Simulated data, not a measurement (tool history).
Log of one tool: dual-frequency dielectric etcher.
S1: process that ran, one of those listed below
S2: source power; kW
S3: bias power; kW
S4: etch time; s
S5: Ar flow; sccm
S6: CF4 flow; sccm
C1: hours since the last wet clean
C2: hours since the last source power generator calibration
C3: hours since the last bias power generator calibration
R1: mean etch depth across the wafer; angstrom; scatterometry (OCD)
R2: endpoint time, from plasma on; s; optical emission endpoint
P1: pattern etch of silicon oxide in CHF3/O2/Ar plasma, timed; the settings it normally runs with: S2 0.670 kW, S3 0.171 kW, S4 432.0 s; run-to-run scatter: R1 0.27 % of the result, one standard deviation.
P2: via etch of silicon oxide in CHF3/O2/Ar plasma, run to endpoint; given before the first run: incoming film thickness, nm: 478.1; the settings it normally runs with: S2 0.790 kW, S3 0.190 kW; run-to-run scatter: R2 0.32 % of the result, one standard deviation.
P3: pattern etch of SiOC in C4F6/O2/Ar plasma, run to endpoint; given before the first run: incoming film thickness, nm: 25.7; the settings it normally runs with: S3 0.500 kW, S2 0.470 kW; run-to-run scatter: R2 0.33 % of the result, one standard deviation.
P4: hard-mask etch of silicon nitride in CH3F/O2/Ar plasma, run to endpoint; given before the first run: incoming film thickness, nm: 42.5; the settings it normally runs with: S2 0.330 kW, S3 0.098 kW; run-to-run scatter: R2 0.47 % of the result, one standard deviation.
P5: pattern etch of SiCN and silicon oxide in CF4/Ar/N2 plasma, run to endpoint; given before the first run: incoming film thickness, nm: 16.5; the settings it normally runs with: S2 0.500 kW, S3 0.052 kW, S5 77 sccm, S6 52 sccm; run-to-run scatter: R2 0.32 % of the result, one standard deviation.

run 1 day=0.158 | S1=P1 S2=0.670 S3=0.171 S4=432.0 | C1=213.4 C2=1415.3 C3=620.9 | R1=8601.3
run 2 day=0.321 | S1=P4 S2=0.330 S3=0.098 | C1=217.3 C2=1419.2 C3=624.8 | R2=62.0830
run 3 day=0.458 | S1=P4 S2=0.330 S3=0.098 | C1=220.6 C2=1422.5 C3=628.1 | R2=62.1030
run 4 day=0.750 | S1=P1 S2=0.670 S3=0.171 S4=432.0 | C1=227.6 C2=1429.5 C3=635.1 | R1=8622.2
run 5 day=0.946 | S1=P3 S2=0.640 S3=0.500 | C1=232.3 C2=1434.2 C3=639.8 | R2=7.4478
run 6 day=1.142 | S1=P1 S2=0.530 S3=0.124 S4=432.0 | C1=237.0 C2=1438.9 C3=644.5 | R1=7074.5
run 7 day=1.275 | S1=P5 S2=0.500 S3=0.052 S5=46 S6=52 | C1=240.2 C2=1442.1 C3=647.7 | R2=17.9070
run 8 day=1.458 | S1=P1 S2=0.670 S3=0.171 S4=432.0 | C1=244.6 C2=1446.5 C3=652.1 | R1=8622.5
run 9 day=1.592 | S1=P2 S2=0.790 S3=0.120 | C1=247.8 C2=1449.7 C3=655.3 | R2=245.3000
run 10 day=1.754 | S1=P3 S2=0.470 S3=0.500 | C1=251.7 C2=1453.6 C3=659.2 | R2=8.2869
run 11 day=2.012 | S1=P1 S2=0.670 S3=0.171 S4=535.0 | C1=257.9 C2=1459.8 C3=665.4 | R1=10631.0
run 12 day=2.288 | S1=P5 S2=0.670 S3=0.052 S5=77 S6=52 | C1=264.5 C2=1466.4 C3=672.0 | R2=14.8600
run 13 day=2.575 | S1=P4 S2=0.330 S3=0.132 | C1=271.4 C2=1473.3 C3=678.9 | R2=55.8730
run 14 day=2.842 | S1=P5 S2=0.500 S3=0.031 S5=77 S6=52 | C1=277.8 C2=1479.7 C3=685.3 | R2=22.2980
run 15 day=2.971 | S1=P1 S2=0.670 S3=0.171 S4=432.0 | C1=280.9 C2=1482.8 C3=688.4 | R1=8596.8
run 16 day=3.262 | S1=P3 S2=0.470 S3=0.701 | C1=287.9 C2=1489.8 C3=695.4 | R2=7.3499
-- day=3.375 wet clean of the chamber
run 17 day=3.533 | S1=P4 S2=0.460 S3=0.098 | C1=3.8 C2=1496.3 C3=701.9 | R2=54.7180
run 18 day=3.800 | S1=P5 S2=0.500 S3=0.052 S5=77 S6=52 | C1=10.2 C2=1502.7 C3=708.3 | R2=19.4070
run 19 day=4.088 | S1=P1 S2=0.670 S3=0.171 S4=307.5 | C1=17.1 C2=1509.6 C3=715.2 | R1=6151.0
run 20 day=4.292 | S1=P5 S2=0.500 S3=0.052 S5=77 S6=33 | C1=22.0 C2=1514.5 C3=720.1 | R2=20.9980
run 21 day=4.500 | S1=P5 S2=0.500 S3=0.052 S5=77 S6=52 | C1=27.0 C2=1519.5 C3=725.1 | R2=19.4440
run 22 day=4.683 | S1=P3 S2=0.470 S3=0.500 | C1=31.4 C2=1523.9 C3=729.5 | R2=8.3340
run 23 day=4.867 | S1=P1 S2=0.890 S3=0.171 S4=432.0 | C1=35.8 C2=1528.3 C3=733.9 | R1=9602.7
run 24 day=5.150 | S1=P1 S2=0.670 S3=0.103 S4=432.0 | C1=42.6 C2=1535.1 C3=740.7 | R1=7328.9
run 25 day=5.438 | S1=P2 S2=0.650 S3=0.190 | C1=49.5 C2=1542.0 C3=747.6 | R2=229.0700
run 26 day=5.579 | S1=P1 S2=0.440 S3=0.171 S4=432.0 | C1=52.9 C2=1545.4 C3=751.0 | R1=7326.2
run 27 day=5.792 | S1=P1 S2=0.670 S3=0.171 S4=432.0 | C1=58.0 C2=1550.5 C3=756.1 | R1=8627.0
run 28 day=5.988 | S1=P2 S2=0.790 S3=0.190 | C1=62.7 C2=1555.2 C3=760.8 | R2=211.8800
run 29 day=6.192 | S1=P1 S2=0.870 S3=0.238 S4=432.0 | C1=67.6 C2=1560.1 C3=765.7 | R1=10650.0
run 30 day=6.329 | S1=P1 S2=0.670 S3=0.225 S4=432.0 | C1=70.9 C2=1563.4 C3=769.0 | R1=9420.6
run 31 day=6.467 | S1=P1 S2=0.670 S3=0.171 S4=432.0 | C1=74.2 C2=1566.7 C3=772.3 | R1=8586.0
run 32 day=6.650 | S1=P1 S2=0.670 S3=0.171 S4=432.0 | C1=78.6 C2=1571.1 C3=776.7 | R1=8616.2
run 33 day=6.871 | S1=P1 S2=0.670 S3=0.171 S4=432.0 | C1=83.9 C2=1576.4 C3=782.0 | R1=8683.2
run 34 day=7.108 | S1=P1 S2=0.670 S3=0.171 S4=432.0 | C1=89.6 C2=1582.1 C3=787.7 | R1=8743.4
run 35 day=7.317 | S1=P1 S2=0.670 S3=0.171 S4=432.0 | C1=94.6 C2=1587.1 C3=792.7 | R1=8762.0
-- day=7.325 wet clean of the chamber
run 36 day=7.567 | S1=P1 S2=0.670 S3=0.171 S4=432.0 | C1=5.9 C2=1593.1 C3=798.7 | R1=8743.7
run 37 day=7.858 | S1=P1 S2=0.670 S3=0.171 S4=432.0 | C1=12.9 C2=1600.1 C3=805.7 | R1=8753.3
run 38 day=8.071 | S1=P1 S2=0.670 S3=0.171 S4=432.0 | C1=18.0 C2=1605.2 C3=810.8 | R1=8703.3
run 39 day=8.229 | S1=P1 S2=0.670 S3=0.171 S4=432.0 | C1=21.8 C2=1609.0 C3=814.6 | R1=8753.2
run 40 day=8.412 | S1=P1 S2=0.670 S3=0.171 S4=432.0 | C1=26.2 C2=1613.4 C3=819.0 | R1=8701.0
run 41 day=8.562 | S1=P1 S2=0.670 S3=0.171 S4=432.0 | C1=29.8 C2=1617.0 C3=822.6 | R1=8733.8

The log shows P1 creeping away from where it was. Any of the 2 causes listed here, at the size stated for it, fits the log just as well as the others:
A: bias power that arrives over what is set, % = 4.12
B: source power that arrives over what is set, % = 3.54
The drift started at roughly day 6.467.
Excluded causes, each with its reason:
chamber walls in a state that raises the etch rate, %: serviced at day 7.325, after the drift had started, without restoring the earlier output

Below are 4 check runs, each averaged over 2 wafers, with their results shown as question marks. Which of them would give clearly different results depending on which cause is behind the drift?
run check 1 day=8.712 | S1=P5 S2=0.660 S3=0.032 S5=77 S6=52 | R2=?
run check 2 day=8.712 | S1=P2 S2=0.670 S3=0.190 | R2=?
run check 3 day=8.712 | S1=P4 S2=0.460 S3=0.098 | R2=?
run check 4 day=8.712 | S1=P3 S2=0.470 S3=0.688 | R2=?

Check results expected under each cause:
check=check_1 result=R2 if_A=17.1460 if_B=16.7900
check=check_2 result=R2 if_A=222.9000 if_B=222.9800
check=check_3 result=R2 if_A=54.1470 if_B=54.2380
check=check_4 result=R2 if_A=7.2716 if_B=7.2932
Smallest distance between any two causes, each pair judged by its most separating result, in per cent: check 1 2.1 %; check 2 0.04 %; check 3 0.17 %; check 4 0.3 %
Of the check runs offered, only check 1 discriminates between the causes; the rest would read about the same regardless of which cause applies.

Check 1 was carried out, with these results: R2 16.8160 s. Which of the listed causes is responsible?

The cause is B: source power that arrives over what is set, %.

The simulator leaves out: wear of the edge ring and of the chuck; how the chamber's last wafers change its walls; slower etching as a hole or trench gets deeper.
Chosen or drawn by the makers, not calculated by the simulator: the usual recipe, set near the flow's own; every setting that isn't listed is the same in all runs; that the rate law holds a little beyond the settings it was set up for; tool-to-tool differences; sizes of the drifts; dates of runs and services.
